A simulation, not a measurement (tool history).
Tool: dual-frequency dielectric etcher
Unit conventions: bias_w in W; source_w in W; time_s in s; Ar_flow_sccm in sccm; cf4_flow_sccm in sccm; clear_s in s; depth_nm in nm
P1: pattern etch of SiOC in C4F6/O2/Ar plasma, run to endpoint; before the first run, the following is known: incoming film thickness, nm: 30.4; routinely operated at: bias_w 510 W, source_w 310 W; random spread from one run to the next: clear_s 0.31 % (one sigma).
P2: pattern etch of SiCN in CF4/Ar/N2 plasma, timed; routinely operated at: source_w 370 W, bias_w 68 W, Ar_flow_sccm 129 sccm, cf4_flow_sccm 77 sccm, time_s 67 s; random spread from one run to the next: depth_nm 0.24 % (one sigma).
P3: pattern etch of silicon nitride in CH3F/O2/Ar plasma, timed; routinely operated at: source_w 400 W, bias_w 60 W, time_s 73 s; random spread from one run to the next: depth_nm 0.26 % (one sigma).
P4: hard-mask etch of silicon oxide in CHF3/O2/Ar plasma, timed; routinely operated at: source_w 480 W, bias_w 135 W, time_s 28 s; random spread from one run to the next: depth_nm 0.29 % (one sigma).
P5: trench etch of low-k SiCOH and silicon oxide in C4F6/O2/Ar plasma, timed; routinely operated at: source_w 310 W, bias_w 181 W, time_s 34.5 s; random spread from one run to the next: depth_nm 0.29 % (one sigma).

| run | hour | process | bias_w | source_w | time_s | Ar_flow_sccm | cf4_flow_sccm | hours since the last wet clean | hours since the last bias power generator calibration | hours since the last source power generator calibration | clear_s | depth_nm |
|---|---|---|---|---|---|---|---|---|---|---|---|---|
| 1 | 7 | P1 | 510 | 310 |  |  |  | 89.7 | 1395.7 | 1555.2 | 11.028 |  |
| 2 | 14.9 | P5 | 181 | 420 | 34.5 |  |  | 97.6 | 1403.6 | 1563.1 |  | 109.1 |
| 3 | 18.8 | P5 | 181 | 310 | 19 |  |  | 101.5 | 1407.5 | 1567 |  | 53.063 |
| 4 | 26.1 | P5 | 181 | 310 | 34.5 |  |  | 108.8 | 1414.8 | 1574.3 |  | 97.068 |
| 5 | 32.1 | P1 | 297 | 310 |  |  |  | 114.8 | 1420.8 | 1580.3 | 13.511 |  |
| 6 | 39.9 | P1 | 692 | 200 |  |  |  | 122.6 | 1428.6 | 1588.1 | 11.535 |  |
| 7 | 44.3 | P1 | 510 | 310 |  |  |  | 127 | 1433 | 1592.5 | 11.034 |  |
| 8 | 52.7 | P3 | 73 | 400 | 73 |  |  | 135.4 | 1441.4 | 1600.9 |  | 50.971 |
| 9 | 60.5 | P1 | 510 | 180 |  |  |  | 143.2 | 1449.2 | 1608.7 | 13.527 |  |
| 10 | 64.3 | P2 | 68 | 370 | 67 | 129 | 91 | 147 | 1453 | 1612.5 |  | 47.021 |
| 11 | 71.4 | P4 | 96 | 480 | 28 |  |  | 154.1 | 1460.1 | 1619.6 |  | 42.222 |
| 12 | 77.6 | P5 | 181 | 310 | 34.5 |  |  | 160.3 | 1466.3 | 1625.8 |  | 96.556 |
| 13 | 83.4 | P2 | 68 | 370 | 67 | 129 | 77 | 166.1 | 1472.1 | 1631.6 |  | 45.887 |
| 14 | 89 | P2 | 68 | 490 | 67 | 129 | 77 | 171.7 | 1477.7 | 1637.2 |  | 58.557 |
| 15 | 95.4 | P5 | 109 | 310 | 34.5 |  |  | 178.1 | 1484.1 | 1643.6 |  | 82.842 |
| 16 | 99.3 | P3 | 60 | 400 | 102.5 |  |  | 182 | 1488 | 1647.5 |  | 66.658 |
| 17 | 103.6 | P2 | 68 | 370 | 67 | 87 | 77 | 186.3 | 1492.3 | 1651.8 |  | 48.664 |
| 18 | 109 | P3 | 60 | 400 | 73 |  |  | 191.7 | 1497.7 | 1657.2 |  | 47.371 |
| 19 | 113.8 | P2 | 45 | 370 | 67 | 129 | 77 | 196.5 | 1502.5 | 1662 |  | 39.874 |
| 20 | 118.3 | P4 | 135 | 340 | 28 |  |  | 201 | 1507 | 1666.5 |  | 40.827 |
|  | 120.1 | source power generator calibrated |
| 21 | 124.6 | P1 | 510 | 370 |  |  |  | 207.3 | 1513.3 | 4.6 | 10.369 |  |
| 22 | 131.5 | P1 | 608 | 310 |  |  |  | 214.2 | 1520.2 | 11.5 | 10.298 |  |
| 23 | 139.9 | P4 | 135 | 480 | 34.5 |  |  | 222.6 | 1528.6 | 19.9 |  | 57.54 |
| 24 | 145.4 | P1 | 510 | 310 |  |  |  | 228.1 | 1534.1 | 25.4 | 11.073 |  |
| 25 | 151.8 | P4 | 135 | 480 | 28 |  |  | 234.5 | 1540.5 | 31.8 |  | 46.551 |
| 26 | 158.2 | P1 | 510 | 310 |  |  |  | 240.9 | 1546.9 | 38.2 | 11.073 |  |
| 27 | 163.4 | P2 | 68 | 370 | 97 | 129 | 77 | 246.1 | 1552.1 | 43.4 |  | 66.448 |
| 28 | 171.5 | P3 | 60 | 510 | 73 |  |  | 254.2 | 1560.2 | 51.5 |  | 52.102 |
| 29 | 175.8 | P1 | 510 | 310 |  |  |  | 258.5 | 1564.5 | 55.8 | 11.088 |  |
| 30 | 181.6 | P1 | 510 | 310 |  |  |  | 264.3 | 1570.3 | 61.6 | 10.977 |  |
| 31 | 190.1 | P1 | 510 | 310 |  |  |  | 272.8 | 1578.8 | 70.1 | 10.966 |  |
| 32 | 197.9 | P1 | 510 | 310 |  |  |  | 280.6 | 1586.6 | 77.9 | 10.903 |  |
| 33 | 202 | P1 | 510 | 310 |  |  |  | 284.7 | 1590.7 | 82 | 10.901 |  |
|  | 202.4 | wet clean of the chamber |
| 34 | 206.5 | P1 | 510 | 310 |  |  |  | 4.1 | 1595.2 | 86.5 | 10.822 |  |
| 35 | 213.9 | P1 | 510 | 310 |  |  |  | 11.5 | 1602.6 | 93.9 | 10.902 |  |
| 36 | 218.5 | P1 | 510 | 310 |  |  |  | 16.1 | 1607.2 | 98.5 | 10.941 |  |
| 37 | 226.9 | P1 | 510 | 310 |  |  |  | 24.5 | 1615.6 | 106.9 | 10.903 |  |

What P1 gives has crept off from where it sat before. The 2 causes that follow fit the log equally well, each at the size noted:
A: bias power that arrives over what is set, % = 4.1
B: source power that arrives over what is set, % = 4.24
The drift started at roughly hour 175.8.
Other possible causes, and why each is ruled out:
chamber walls in a state that raises the etch rate, %: serviced at hour 202.4, after the change had begun; the process did not return to its earlier output

The check runs listed below each take one wafer, and their results are still question marks. Under which run would the listed causes lead to clearly different results?
| check 1 | 235.3 | P5 | 110 | 310 | 21.5 |  |  |  |  |  |  | ? |
| check 2 | 235.3 | P2 | 68 | 480 | 91 | 129 | 77 |  |  |  |  | ? |
| check 3 | 235.3 | P3 | 60 | 490 | 73 |  |  |  |  |  |  | ? |
| check 4 | 235.3 | P4 | 135 | 380 | 28 |  |  |  |  |  |  | ? |

What each check would give under each cause:
| check | result | if A | if B |
|---|---|---|---|
| check 1 | depth_nm | 52.476 | 52.739 |
| check 2 | depth_nm | 79.492 | 81.287 |
| check 3 | depth_nm | 51.984 | 52.142 |
| check 4 | depth_nm | 43.281 | 43.403 |
Distance between the nearest two causes, measured in the result of the check that separates them most: check 1 0.5 %; check 2 2.23 %; check 3 0.3 %; check 4 0.28 %
Of the check runs offered, only check 2 discriminates between the causes; the rest would read about the same regardless of which cause applies.

Check 2 was then run and gave: depth_nm 81.171 nm. Which cause is it?

It was cause B: source power that arrives over what is set, %.

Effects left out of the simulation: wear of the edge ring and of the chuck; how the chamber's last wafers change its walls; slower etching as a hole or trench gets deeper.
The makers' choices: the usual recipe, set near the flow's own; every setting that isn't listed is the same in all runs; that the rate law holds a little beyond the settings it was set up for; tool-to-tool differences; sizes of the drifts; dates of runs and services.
